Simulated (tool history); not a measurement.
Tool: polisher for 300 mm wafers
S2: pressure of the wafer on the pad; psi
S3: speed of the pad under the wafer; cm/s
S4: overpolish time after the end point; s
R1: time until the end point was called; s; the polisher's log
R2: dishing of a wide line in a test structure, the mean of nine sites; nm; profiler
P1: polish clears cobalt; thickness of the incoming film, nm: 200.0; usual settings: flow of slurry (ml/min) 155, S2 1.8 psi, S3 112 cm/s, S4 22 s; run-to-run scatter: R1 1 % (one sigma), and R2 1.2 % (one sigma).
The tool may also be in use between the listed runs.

Run 1, hour 5.8: flow of slurry (ml/min) 155, S2 1.8 psi, S3 112 cm/s, S4 22 s. Result: R1 37.222 s, R2 37.773 nm.
Run 2, hour 9.9: flow of slurry (ml/min) 155, S2 1.8 psi, S3 112 cm/s, S4 22 s. Result: R1 37.234 s, R2 38.199 nm.
Run 3, hour 14.2: flow of slurry (ml/min) 95, S2 1.2 psi, S3 112 cm/s, S4 22 s. Result: R1 62.993 s, R2 33.530 nm.
Run 4, hour 18.0: flow of slurry (ml/min) 155, S2 1.8 psi, S3 112 cm/s, S4 22 s. Result: R1 38.035 s, R2 38.342 nm.
At hour 19.2: head pressure recalibrated.
Run 5, hour 25.5: flow of slurry (ml/min) 155, S2 1.8 psi, S3 112 cm/s, S4 43 s. Result: R1 38.200 s, R2 39.806 nm.
Run 6, hour 32.5: flow of slurry (ml/min) 155, S2 1.8 psi, S3 112 cm/s, S4 22 s. Result: R1 38.127 s, R2 37.155 nm.
Run 7, hour 36.4: flow of slurry (ml/min) 155, S2 1.8 psi, S3 112 cm/s, S4 7 s. Result: R1 37.321 s, R2 24.434 nm.
Run 8, hour 44.6: flow of slurry (ml/min) 95, S2 1.8 psi, S3 112 cm/s, S4 22 s. Result: R1 41.440 s, R2 37.417 nm.
Run 9, hour 49.1: flow of slurry (ml/min) 155, S2 0.8 psi, S3 112 cm/s, S4 22 s. Result: R1 83.931 s, R2 29.479 nm.
Run 10, hour 54.9: flow of slurry (ml/min) 155, S2 1.8 psi, S3 66 cm/s, S4 22 s. Result: R1 64.199 s, R2 33.435 nm.
Run 11, hour 58.9: flow of slurry (ml/min) 155, S2 2.4 psi, S3 112 cm/s, S4 22 s. Result: R1 28.130 s, R2 38.331 nm.
Run 12, hour 64.0: flow of slurry (ml/min) 155, S2 1.8 psi, S3 162 cm/s, S4 22 s. Result: R1 26.690 s, R2 39.422 nm.
Run 13, hour 68.6: flow of slurry (ml/min) 220, S2 1.8 psi, S3 112 cm/s, S4 22 s. Result: R1 36.062 s, R2 38.631 nm.
Run 14, hour 75.1: flow of slurry (ml/min) 155, S2 1.8 psi, S3 112 cm/s, S4 22 s. Result: R1 38.021 s, R2 37.022 nm.
Run 15, hour 79.2: flow of slurry (ml/min) 155, S2 1.8 psi, S3 112 cm/s, S4 22 s. Result: R1 38.689 s, R2 37.437 nm.
Run 16, hour 87.3: flow of slurry (ml/min) 155, S2 1.8 psi, S3 112 cm/s, S4 22 s. Result: R1 39.779 s, R2 37.247 nm.
At hour 91.7: head pressure recalibrated.
Run 17, hour 95.3: flow of slurry (ml/min) 155, S2 1.8 psi, S3 112 cm/s, S4 22 s. Result: R1 40.824 s, R2 37.679 nm.
Run 18, hour 101.0: flow of slurry (ml/min) 155, S2 1.8 psi, S3 112 cm/s, S4 22 s. Result: R1 40.078 s, R2 37.478 nm.
Run 19, hour 108.4: flow of slurry (ml/min) 155, S2 1.8 psi, S3 112 cm/s, S4 22 s. Result: R1 40.465 s, R2 37.108 nm.
Run 20, hour 112.8: flow of slurry (ml/min) 155, S2 1.8 psi, S3 112 cm/s, S4 22 s. Result: R1 40.661 s, R2 37.015 nm.

What P1 gives has crept away from where it was. These 2 causes fit the log equally well, each at the size given:
A: removal rate lost through wear of the pad, % = 7.55
B: slurry flow missing at the pad, % = 32.4
The creep began at about hour 75.1.
Why every other cause is out:
head's pressure below its setpoint, %: serviced at hour 91.7, which brought nothing back

4 check runs are offered, each on 3 wafers whose results are averaged, their results left as question marks. Which one tells the causes apart?
Run check 1, hour 117.2: flow of slurry (ml/min) 155, S2 1.0 psi, S3 112 cm/s, S4 7 s. Result: R1 ?, R2 ?.
Run check 2, hour 117.2: flow of slurry (ml/min) 155, S2 0.9 psi, S3 112 cm/s, S4 42 s. Result: R1 ?, R2 ?.
Run check 3, hour 117.2: flow of slurry (ml/min) 95, S2 1.0 psi, S3 112 cm/s, S4 22 s. Result: R1 ?, R2 ?.
Run check 4, hour 117.2: flow of slurry (ml/min) 155, S2 1.3 psi, S3 112 cm/s, S4 22 s. Result: R1 ?, R2 ?.

What each check would give under each cause:
  check  result    if A    if B
check 1      R1  73.344  73.359
check 1      R2  15.482  15.480
check 2      R1  81.493  81.511
check 2      R2  37.423  37.422
check 3      R1  81.312  84.851
check 3      R2  30.091  29.490
check 4      R1  56.419  56.430
check 4      R2  34.562  34.560
How far apart the two closest causes lie, in the result that separates them most: check 1 0.02 %; check 2 0.02 %; check 3 4.26 %; check 4 0.02 %
Only check 3 tells the causes apart: in the others they would give nearly the same result.

Then check 3 was run and gave: R1 84.969 s; R2 29.671 nm. Which cause is it?

It is B: slurry flow missing at the pad, %.
